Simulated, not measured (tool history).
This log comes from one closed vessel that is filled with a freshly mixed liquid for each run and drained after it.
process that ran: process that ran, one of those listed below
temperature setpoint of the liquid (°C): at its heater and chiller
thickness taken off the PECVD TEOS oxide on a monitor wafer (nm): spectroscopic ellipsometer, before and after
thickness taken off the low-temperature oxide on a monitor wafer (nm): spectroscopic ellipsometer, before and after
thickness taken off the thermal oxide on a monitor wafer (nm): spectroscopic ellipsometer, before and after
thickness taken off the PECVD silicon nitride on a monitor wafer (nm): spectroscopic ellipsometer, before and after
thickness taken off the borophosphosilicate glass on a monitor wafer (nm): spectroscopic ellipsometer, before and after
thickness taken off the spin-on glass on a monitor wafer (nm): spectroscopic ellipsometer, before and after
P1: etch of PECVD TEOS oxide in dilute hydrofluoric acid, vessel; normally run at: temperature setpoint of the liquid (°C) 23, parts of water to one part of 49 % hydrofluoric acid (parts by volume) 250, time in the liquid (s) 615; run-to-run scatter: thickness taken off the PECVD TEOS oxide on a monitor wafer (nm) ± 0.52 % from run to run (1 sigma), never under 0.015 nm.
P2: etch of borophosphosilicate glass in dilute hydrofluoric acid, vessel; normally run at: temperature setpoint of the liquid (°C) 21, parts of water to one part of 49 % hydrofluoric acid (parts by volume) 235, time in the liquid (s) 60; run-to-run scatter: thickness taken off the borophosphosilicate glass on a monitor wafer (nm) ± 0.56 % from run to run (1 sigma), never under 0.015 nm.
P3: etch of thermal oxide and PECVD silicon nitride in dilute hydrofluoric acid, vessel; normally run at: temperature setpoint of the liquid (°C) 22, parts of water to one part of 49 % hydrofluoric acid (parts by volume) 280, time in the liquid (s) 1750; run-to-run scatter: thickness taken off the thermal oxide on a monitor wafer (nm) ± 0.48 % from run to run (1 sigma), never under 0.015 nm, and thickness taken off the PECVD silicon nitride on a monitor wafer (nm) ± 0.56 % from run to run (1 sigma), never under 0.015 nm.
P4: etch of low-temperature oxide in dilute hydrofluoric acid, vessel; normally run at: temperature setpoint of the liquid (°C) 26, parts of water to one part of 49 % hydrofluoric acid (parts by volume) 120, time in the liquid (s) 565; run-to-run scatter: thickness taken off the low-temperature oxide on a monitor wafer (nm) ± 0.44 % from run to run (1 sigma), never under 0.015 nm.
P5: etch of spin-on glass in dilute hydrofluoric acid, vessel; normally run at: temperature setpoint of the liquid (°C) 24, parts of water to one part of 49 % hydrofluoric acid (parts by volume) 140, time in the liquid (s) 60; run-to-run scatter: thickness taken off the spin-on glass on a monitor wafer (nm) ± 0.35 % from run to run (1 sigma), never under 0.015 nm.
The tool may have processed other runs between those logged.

run	day	process that ran	temperature setpoint of the liquid (°C)	parts of water to one part of 49 % hydrofluoric acid (parts by volume)	time in the liquid (s)	hours since the thermometer was replaced	hours since the hydrofluoric acid flow meter was replaced	thickness taken off the PECVD TEOS oxide on a monitor wafer (nm)	thickness taken off the low-temperature oxide on a monitor wafer (nm)	thickness taken off the thermal oxide on a monitor wafer (nm)	thickness taken off the PECVD silicon nitride on a monitor wafer (nm)	thickness taken off the borophosphosilicate glass on a monitor wafer (nm)	thickness taken off the spin-on glass on a monitor wafer (nm)
1	0.558	P1	23	250	615	733.1	381.4	22.393					
2	1.167	P1	23	250	995	747.7	396	36.209					
3	1.921	P4	26	60	565	765.8	414.1		116.73				
4	2.533	P1	23	250	615	780.5	428.8	22.579					
5	3.262	P3	22	280	255	798	446.3			3.5293	1.6004		
6	3.742	P1	23	250	615	809.5	457.8	22.521					
7	4.383	P2	17	235	60	824.9	473.2					14.124	
8	4.921	P1	17	250	615	837.8	486.1	17.947					
9	5.321	P3	22	280	1750	847.4	495.7			24.268	10.903		
10	5.879	P3	27.5	280	1750	860.8	509.1			29.5	15.44		
11	6.271	P4	26	120	565	870.2	518.5		54.359				
12	6.704	P5	24	140	60	880.6	528.9						18.347
13	7.088	P1	23	250	615	889.8	538.1	22.348					
14	7.604	P3	22	280	1750	902.2	550.5			24.54	10.841		
15	8.354	P4	26	120	565	920.2	568.5		53.91				
16	9.038	P2	21	235	60	936.6	584.9					16.575	
17	9.612	P1	23	100	1185	950.4	598.7	127.07					
18	10.096	P1	26.5	250	615	962	610.3	25.579					
19	10.533	P3	22	70	1750	972.5	620.8			121.25	42.647		
20	11	P5	19	140	60	983.7	632						14.987
21	11.754	P5	24	140	30	1001.8	650.1						9.1022
22	12.517	P1	23	250	615	1020.1	668.4	22.531					
23	12.879	P2	21	235	30	1028.8	677.1					8.1672	
24	13.3	P5	24	30	60	1038.9	687.2						97.904
25	13.846	P1	23	455	615	1052	700.3	10.196					
26	14.2	P2	21	235	60	1060.5	708.8					16.655	
27	14.938	P1	23	250	175	1078.2	726.5	6.31					
28	15.429	P4	26	120	990	1090	738.3		94.827				
29	15.908	P1	23	250	615	1101.5	749.8	22.478					
30	16.333	P1	23	60	615	1111.7	760	116.28					
31	16.817	P1	30.5	250	1115	1123.3	771.6	52.278					
32	17.571	P4	18.5	120	565	1141.4	789.7		39.942				
33	18.238	P2	21	430	60	1157.4	805.7					7.5329	
34	18.75	P1	23	250	615	1169.7	818	22.496					
35	19.288	P1	23	250	615	1182.6	830.9	21.967					
36	19.692	P1	23	250	615	1192.3	840.6	21.701					
37	20.096	P1	23	250	615	1202	850.3	21.703					
38	20.625	P1	23	250	615	1214.7	863	21.675					
39	21.075	P1	23	250	615	1225.5	873.8	21.605					
40	21.746	P1	23	250	615	1241.6	889.9	21.314					
41	22.45	P1	23	250	615	1258.5	906.8	21.229					
42	22.962	P1	23	250	615	1270.8	919.1	21.1					
43	23.462	P1	23	250	615	1282.8	931.1	21.011					
44	24.146	P1	23	250	615	1299.2	947.5	21.204					
45	24.538	P1	23	250	615	1308.6	956.9	21.113					

What P1 gives has crept off from where it sat before. The 2 causes that follow fit the log equally well, each at the size noted:
A: hydrofluoric acid flow below the setpoint (%) = 4.23
B: liquid colder than its thermometer reads (K) = 1.49
Onset of the creep was near day 18.75.

Below are 4 check runs, each on a single wafer, with their results shown as question marks. Which of them would tell the listed causes apart, meaning the causes would give clearly different results under it?
check 1	24.929	P5	24	140	60								?
check 2	24.929	P3	22	280	1750					?	?		
check 3	24.929	P2	21	235	60							?	
check 4	24.929	P4	26	120	565				?				

Predicted outcomes, by check and by cause:
check	result	if A	if B
check 1	thickness taken off the spin-on glass on a monitor wafer (nm)	17.393	17.264
check 2	thickness taken off the thermal oxide on a monitor wafer (nm)	23.063	23.081
check 2	thickness taken off the PECVD silicon nitride on a monitor wafer (nm)	10.487	9.9585
check 3	thickness taken off the borophosphosilicate glass on a monitor wafer (nm)	15.639	15.592
check 4	thickness taken off the low-temperature oxide on a monitor wafer (nm)	51.485	51.092
Separation of the two closest causes in each check, using whichever result separates them best: check 1 0.75 %; check 2 5.18 %; check 3 0.3 %; check 4 0.77 %
The causes can be told apart only by check 2. The other checks would give nearly the same results under each of them.

Check 2 has now been run. It gave: thickness taken off the thermal oxide on a monitor wafer (nm) 23.024; thickness taken off the PECVD silicon nitride on a monitor wafer (nm) 9.8659. Which of the candidate causes is it?

The cause is B: liquid colder than its thermometer reads (K).

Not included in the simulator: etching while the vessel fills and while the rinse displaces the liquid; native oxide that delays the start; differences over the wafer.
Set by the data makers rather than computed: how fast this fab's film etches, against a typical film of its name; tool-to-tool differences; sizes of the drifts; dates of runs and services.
